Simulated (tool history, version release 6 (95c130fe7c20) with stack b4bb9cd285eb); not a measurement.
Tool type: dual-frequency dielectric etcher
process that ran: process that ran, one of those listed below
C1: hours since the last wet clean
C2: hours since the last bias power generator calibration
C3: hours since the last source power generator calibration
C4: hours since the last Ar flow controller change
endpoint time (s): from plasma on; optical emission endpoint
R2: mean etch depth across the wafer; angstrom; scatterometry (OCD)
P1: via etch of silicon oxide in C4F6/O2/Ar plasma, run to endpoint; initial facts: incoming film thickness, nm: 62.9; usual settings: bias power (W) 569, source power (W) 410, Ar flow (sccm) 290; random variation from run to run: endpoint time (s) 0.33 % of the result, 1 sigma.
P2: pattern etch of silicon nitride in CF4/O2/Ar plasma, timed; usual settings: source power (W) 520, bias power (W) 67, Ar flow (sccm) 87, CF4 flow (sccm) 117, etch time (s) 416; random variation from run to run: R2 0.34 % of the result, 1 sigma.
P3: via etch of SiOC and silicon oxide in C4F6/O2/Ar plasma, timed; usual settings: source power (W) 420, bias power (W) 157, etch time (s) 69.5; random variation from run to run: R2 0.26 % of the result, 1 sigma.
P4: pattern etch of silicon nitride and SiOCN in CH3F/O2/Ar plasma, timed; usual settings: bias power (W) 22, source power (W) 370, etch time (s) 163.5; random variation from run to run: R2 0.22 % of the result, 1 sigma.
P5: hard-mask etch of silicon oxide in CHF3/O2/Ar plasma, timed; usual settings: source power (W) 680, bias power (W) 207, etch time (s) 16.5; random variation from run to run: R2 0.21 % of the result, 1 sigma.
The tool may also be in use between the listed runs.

run 1 day=0.479 | process_that_ran=P1 bias_power_(W)=569 source_power_(W)=410 Ar_flow_(sccm)=290 | C1=178.6 C2=673.6 C3=3078 C4=944.9 | endpoint_time_(s)=12.987
run 2 day=1.033 | process_that_ran=P5 bias_power_(W)=207 source_power_(W)=680 etch_time_(s)=16.5 | C1=191.9 C2=686.9 C3=3091.3 C4=958.2 | R2=355.67
run 3 day=1.604 | process_that_ran=P1 bias_power_(W)=569 source_power_(W)=410 Ar_flow_(sccm)=290 | C1=205.6 C2=700.6 C3=3105 C4=971.9 | endpoint_time_(s)=12.976
run 4 day=1.962 | process_that_ran=P1 bias_power_(W)=688 source_power_(W)=410 Ar_flow_(sccm)=290 | C1=214.2 C2=709.2 C3=3113.6 C4=980.5 | endpoint_time_(s)=12.094
run 5 day=2.412 | process_that_ran=P4 bias_power_(W)=22 source_power_(W)=370 etch_time_(s)=227 | C1=225 C2=720 C3=3124.4 C4=991.3 | R2=294.88
run 6 day=2.862 | process_that_ran=P5 bias_power_(W)=207 source_power_(W)=410 etch_time_(s)=16.5 | C1=235.8 C2=730.8 C3=3135.2 C4=1002.1 | R2=293.55
run 7 day=3.225 | process_that_ran=P2 bias_power_(W)=86 source_power_(W)=520 Ar_flow_(sccm)=87 etch_time_(s)=416 CF4_flow_(sccm)=117 | C1=244.5 C2=739.5 C3=3143.9 C4=1010.8 | R2=10380
run 8 day=3.812 | process_that_ran=P2 bias_power_(W)=67 source_power_(W)=520 Ar_flow_(sccm)=120 etch_time_(s)=416 CF4_flow_(sccm)=117 | C1=258.6 C2=753.6 C3=3158 C4=1024.9 | R2=9138.3
run 9 day=4.188 | process_that_ran=P1 bias_power_(W)=701 source_power_(W)=570 Ar_flow_(sccm)=290 | C1=267.6 C2=762.6 C3=3167 C4=1033.9 | endpoint_time_(s)=10.628
run 10 day=4.592 | process_that_ran=P3 bias_power_(W)=157 source_power_(W)=420 etch_time_(s)=69.5 | C1=277.3 C2=772.3 C3=3176.7 C4=1043.6 | R2=754.08
run 11 day=4.954 | process_that_ran=P2 bias_power_(W)=67 source_power_(W)=520 Ar_flow_(sccm)=87 etch_time_(s)=416 CF4_flow_(sccm)=117 | C1=286 C2=781 C3=3185.4 C4=1052.3 | R2=9494.5
run 12 day=5.433 | process_that_ran=P2 bias_power_(W)=67 source_power_(W)=330 Ar_flow_(sccm)=87 etch_time_(s)=416 CF4_flow_(sccm)=117 | C1=297.5 C2=792.5 C3=3196.9 C4=1063.8 | R2=6362.4
run 13 day=6.058 | process_that_ran=P5 bias_power_(W)=207 source_power_(W)=680 etch_time_(s)=23 | C1=312.5 C2=807.5 C3=3211.9 C4=1078.8 | R2=498.41
run 14 day=6.612 | process_that_ran=P1 bias_power_(W)=569 source_power_(W)=410 Ar_flow_(sccm)=290 | C1=325.8 C2=820.8 C3=3225.2 C4=1092.1 | endpoint_time_(s)=12.923
run 15 day=7.229 | process_that_ran=P2 bias_power_(W)=67 source_power_(W)=520 Ar_flow_(sccm)=87 etch_time_(s)=283.5 CF4_flow_(sccm)=117 | C1=340.6 C2=835.6 C3=3240 C4=1106.9 | R2=6425.9
run 16 day=7.838 | process_that_ran=P1 bias_power_(W)=669 source_power_(W)=550 Ar_flow_(sccm)=290 | C1=355.2 C2=850.2 C3=3254.6 C4=1121.5 | endpoint_time_(s)=10.988
run 17 day=8.371 | process_that_ran=P1 bias_power_(W)=569 source_power_(W)=270 Ar_flow_(sccm)=290 | C1=368 C2=863 C3=3267.4 C4=1134.3 | endpoint_time_(s)=15.156
-- day=8.379 Ar flow controller replaced
run 18 day=8.821 | process_that_ran=P3 bias_power_(W)=157 source_power_(W)=420 etch_time_(s)=69.5 | C1=378.8 C2=873.8 C3=3278.2 C4=10.6 | R2=752.04
run 19 day=9.175 | process_that_ran=P1 bias_power_(W)=569 source_power_(W)=410 Ar_flow_(sccm)=290 | C1=387.3 C2=882.3 C3=3286.7 C4=19.1 | endpoint_time_(s)=13.013
run 20 day=9.896 | process_that_ran=P1 bias_power_(W)=569 source_power_(W)=410 Ar_flow_(sccm)=290 | C1=404.6 C2=899.6 C3=3304 C4=36.4 | endpoint_time_(s)=12.979
run 21 day=10.354 | process_that_ran=P2 bias_power_(W)=67 source_power_(W)=520 Ar_flow_(sccm)=87 etch_time_(s)=416 CF4_flow_(sccm)=117 | C1=415.6 C2=910.6 C3=3315 C4=47.4 | R2=9447

Expected results for the next run?
run 22 day=10.729 | process_that_ran=P5 bias_power_(W)=125 source_power_(W)=680 etch_time_(s)=16.5 | C1=424.6 C2=919.6 C3=3324 C4=56.4 | R2=?

Run 22 yielded R2 302.48 angstrom.
